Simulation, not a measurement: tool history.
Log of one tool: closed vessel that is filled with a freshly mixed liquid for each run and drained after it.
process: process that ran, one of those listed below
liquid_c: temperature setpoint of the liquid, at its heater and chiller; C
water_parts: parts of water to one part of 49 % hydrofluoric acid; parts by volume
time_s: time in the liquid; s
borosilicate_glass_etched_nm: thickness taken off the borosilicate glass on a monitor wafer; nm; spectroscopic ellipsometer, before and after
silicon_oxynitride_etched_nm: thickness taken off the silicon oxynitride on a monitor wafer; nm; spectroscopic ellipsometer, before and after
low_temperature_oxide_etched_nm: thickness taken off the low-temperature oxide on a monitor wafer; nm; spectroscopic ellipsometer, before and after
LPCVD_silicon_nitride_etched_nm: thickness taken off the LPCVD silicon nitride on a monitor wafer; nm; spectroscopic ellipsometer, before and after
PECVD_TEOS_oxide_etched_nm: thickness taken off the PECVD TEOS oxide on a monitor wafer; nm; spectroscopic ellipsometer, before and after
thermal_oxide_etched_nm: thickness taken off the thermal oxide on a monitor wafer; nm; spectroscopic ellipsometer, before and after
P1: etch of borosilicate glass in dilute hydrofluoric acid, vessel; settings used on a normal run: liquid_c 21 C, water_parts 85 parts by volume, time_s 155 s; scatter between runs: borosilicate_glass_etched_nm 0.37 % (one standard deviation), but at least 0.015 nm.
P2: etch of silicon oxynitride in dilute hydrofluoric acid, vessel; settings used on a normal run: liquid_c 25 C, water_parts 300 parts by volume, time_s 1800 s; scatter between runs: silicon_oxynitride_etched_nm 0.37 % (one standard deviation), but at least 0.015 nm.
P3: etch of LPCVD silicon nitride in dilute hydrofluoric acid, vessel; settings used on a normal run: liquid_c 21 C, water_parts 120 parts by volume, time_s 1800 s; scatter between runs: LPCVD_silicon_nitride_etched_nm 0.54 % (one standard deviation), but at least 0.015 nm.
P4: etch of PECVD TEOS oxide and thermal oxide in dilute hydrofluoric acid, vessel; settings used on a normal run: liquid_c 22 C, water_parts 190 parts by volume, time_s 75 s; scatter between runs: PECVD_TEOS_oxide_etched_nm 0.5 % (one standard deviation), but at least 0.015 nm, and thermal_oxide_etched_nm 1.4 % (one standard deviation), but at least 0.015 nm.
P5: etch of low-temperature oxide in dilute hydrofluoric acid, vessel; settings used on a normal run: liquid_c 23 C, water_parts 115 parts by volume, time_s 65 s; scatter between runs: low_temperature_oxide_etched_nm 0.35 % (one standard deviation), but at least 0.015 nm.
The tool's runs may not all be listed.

run,hour,process,liquid_c,water_parts,time_s,borosilicate_glass_etched_nm,silicon_oxynitride_etched_nm,low_temperature_oxide_etched_nm,LPCVD_silicon_nitride_etched_nm,PECVD_TEOS_oxide_etched_nm,thermal_oxide_etched_nm
1,16.3,P1,21,85,155,37.423,,,,,
2,31.3,P2,25,300,925,,10.298,,,,
3,43,P5,23,115,100,,,23.427,,,
4,58.8,P1,21,85,40,9.629,,,,,
5,71,P2,25,300,1800,,20.08,,,,
6,83.7,P1,21,85,155,37.466,,,,,
7,95.4,P5,26.5,115,65,,,17.447,,,
8,111.8,P3,21,200,1800,,,,4.3827,,
9,123.9,P4,28.5,190,75,,,,,6.8063,1.8734
10,141.5,P1,21,85,155,37.488,,,,,
11,159.1,P3,21,120,3040,,,,12.217,,
12,172.2,P4,22,340,75,,,,,2.5656,0.71243
13,181.5,P1,21,85,155,37.717,,,,,
14,193.7,P2,25,300,1800,,20.178,,,,
15,212.9,P5,23,115,65,,,15.414,,,
16,221.5,P5,23,115,65,,,15.252,,,
17,235.7,P3,21,120,1800,,,,7.2145,,
18,248.6,P1,27.5,85,155,48.389,,,,,
19,260.5,P4,22,190,125,,,,,8.9185,2.486
20,270.3,P1,21,85,155,37.409,,,,,
21,289.4,P3,17,120,1800,,,,5.5339,,
22,303.2,P1,21,85,155,37.35,,,,,
23,317.8,P4,22,190,75,,,,,5.3409,1.4499
24,336,P1,21,85,280,67.766,,,,,
25,353.6,P3,21,120,1800,,,,7.2206,,
26,369.8,P1,17,140,155,18.17,,,,,
27,383.4,P2,25,95,1800,,74.078,,,,
28,392.9,P2,19.5,300,1800,,15.851,,,,
29,409.6,P5,23,185,65,,,8.8356,,,
30,427.4,P1,17,85,155,31.773,,,,,
31,439.9,P1,21,30,155,113.53,,,,,
32,449.8,P1,21,125,155,24.453,,,,,
33,459.8,P1,21,85,155,37.338,,,,,
34,478.9,P1,21,85,155,39.102,,,,,

The next listed run, before its measurement:
35,495.4,P1,21,85,155,?,,,,,

Run 35 produced borosilicate_glass_etched_nm 39.552 nm.

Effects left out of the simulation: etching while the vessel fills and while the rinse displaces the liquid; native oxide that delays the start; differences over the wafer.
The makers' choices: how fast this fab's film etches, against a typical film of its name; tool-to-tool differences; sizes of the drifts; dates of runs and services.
